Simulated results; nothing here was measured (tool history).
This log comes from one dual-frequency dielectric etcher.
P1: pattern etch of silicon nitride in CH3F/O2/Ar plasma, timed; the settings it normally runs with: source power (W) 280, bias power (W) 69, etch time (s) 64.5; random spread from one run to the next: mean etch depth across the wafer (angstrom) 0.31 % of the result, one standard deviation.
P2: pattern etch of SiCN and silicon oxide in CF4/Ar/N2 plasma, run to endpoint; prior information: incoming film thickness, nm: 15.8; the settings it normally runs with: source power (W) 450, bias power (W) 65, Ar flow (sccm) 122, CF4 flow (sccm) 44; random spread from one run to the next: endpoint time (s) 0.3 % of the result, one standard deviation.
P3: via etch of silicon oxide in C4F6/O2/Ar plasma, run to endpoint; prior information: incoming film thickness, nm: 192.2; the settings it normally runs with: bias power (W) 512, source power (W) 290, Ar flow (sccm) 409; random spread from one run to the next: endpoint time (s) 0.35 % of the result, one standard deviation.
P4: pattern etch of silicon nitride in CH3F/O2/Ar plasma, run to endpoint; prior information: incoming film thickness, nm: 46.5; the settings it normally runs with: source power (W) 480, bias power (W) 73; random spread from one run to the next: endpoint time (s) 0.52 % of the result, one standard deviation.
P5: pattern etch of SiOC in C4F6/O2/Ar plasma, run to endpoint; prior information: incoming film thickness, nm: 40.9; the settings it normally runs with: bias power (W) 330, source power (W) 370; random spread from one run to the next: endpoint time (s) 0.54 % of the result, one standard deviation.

run,hour,process that ran,source power (W),bias power (W),etch time (s),Ar flow (sccm),CF4 flow (sccm),mean etch depth across the wafer (angstrom),endpoint time (s)
1,6.9,P1,280,69,64.5,,,400.5,
2,15.7,P4,480,73,,,,,62.525
3,22.7,P1,160,69,64.5,,,322.1,
4,30.6,P3,290,512,,409,,,49.832
5,37.7,P1,280,69,64.5,,,401.05,
6,44,P2,450,65,,122,44,,21.191
7,52.6,P3,350,512,,409,,,46.259
8,58.3,P5,370,330,,,,,16.469
9,65.7,P3,290,407,,409,,,53.966
10,73.3,P5,370,451,,,,,14.826
11,78.6,P4,480,97,,,,,55.767
12,86.3,P2,450,65,,162,44,,22.287
13,92.7,P2,450,65,,122,44,,21.261
14,98.7,P2,450,65,,122,54,,20.535
15,107.2,P4,480,73,,,,,62.002
16,114.9,P4,310,73,,,,,73.298
17,123.5,P1,280,69,46,,,286.05,
# hour 125.7: source power generator calibrated
18,130.6,P2,590,65,,122,44,,16.736
19,136.9,P1,280,69,64.5,,,401.08,
20,145,P1,280,69,64.5,,,400.8,
21,153.8,P1,330,69,64.5,,,424.63,
22,161.1,P1,280,69,64.5,,,398.98,
23,165.8,P1,280,69,64.5,,,399.9,
24,172.2,P1,280,98,64.5,,,451.97,
25,176.3,P5,240,330,,,,,19.394
26,182.6,P5,370,330,,,,,16.651
27,188.8,P3,290,512,,272,,,47.267
28,194.8,P1,280,53,64.5,,,366.75,
29,200.4,P1,280,43,88.5,,,467.46,
30,206.5,P2,450,39,,122,44,,25.336
31,213.4,P1,280,69,91,,,562.77,
32,221.1,P1,280,69,64.5,,,399.88,
33,226.7,P1,280,69,64.5,,,401.3,
34,233.6,P1,280,69,64.5,,,403.9,
35,239.7,P1,280,69,64.5,,,403.56,
36,243.6,P1,280,69,64.5,,,404.55,
37,247.9,P1,280,69,64.5,,,404.78,
# hour 250.9: wet clean of the chamber
38,254.6,P1,280,69,64.5,,,405.95,
39,261.7,P1,280,69,64.5,,,404.8,
40,268.2,P1,280,69,64.5,,,406.52,

What P1 gives has crept off from where it sat before. The 2 causes that follow fit the log equally well, each at the size noted:
A: source power that arrives over what is set, % = 4.36
B: bias power that arrives over what is set, % = 4.71
The process output started creeping at around hour 221.1.
Each remaining cause and why it is not a fit:
chamber walls in a state that raises the etch rate, %: serviced at hour 250.9, which brought nothing back

Each of the 4 check runs below uses one wafer; its results are left as question marks. Which run tells the causes apart?
check 1,274.7,P3,340,410,,409,,,?
check 2,274.7,P2,590,43,,122,44,,?
check 3,274.7,P5,370,440,,,,,?
check 4,274.7,P4,350,73,,,,,?

Expected result of each check under each candidate cause:
check,result,if A,if B
check 1,endpoint time (s),49.935,49.882
check 2,endpoint time (s),18.604,19.028
check 3,endpoint time (s),14.681,14.664
check 4,endpoint time (s),69.01,69.015
Minimum pairwise separation of causes per check, each pair taken at its best-separating result: check 1 0.11 %; check 2 2.25 %; check 3 0.12 %; check 4 0.01 %
The causes can be told apart only by check 2. The other checks would give nearly the same results under each of them.

The results of check 2 are: endpoint time (s) 19.022. Based on these, which of the listed causes is it?

It is B: bias power that arrives over what is set, %.
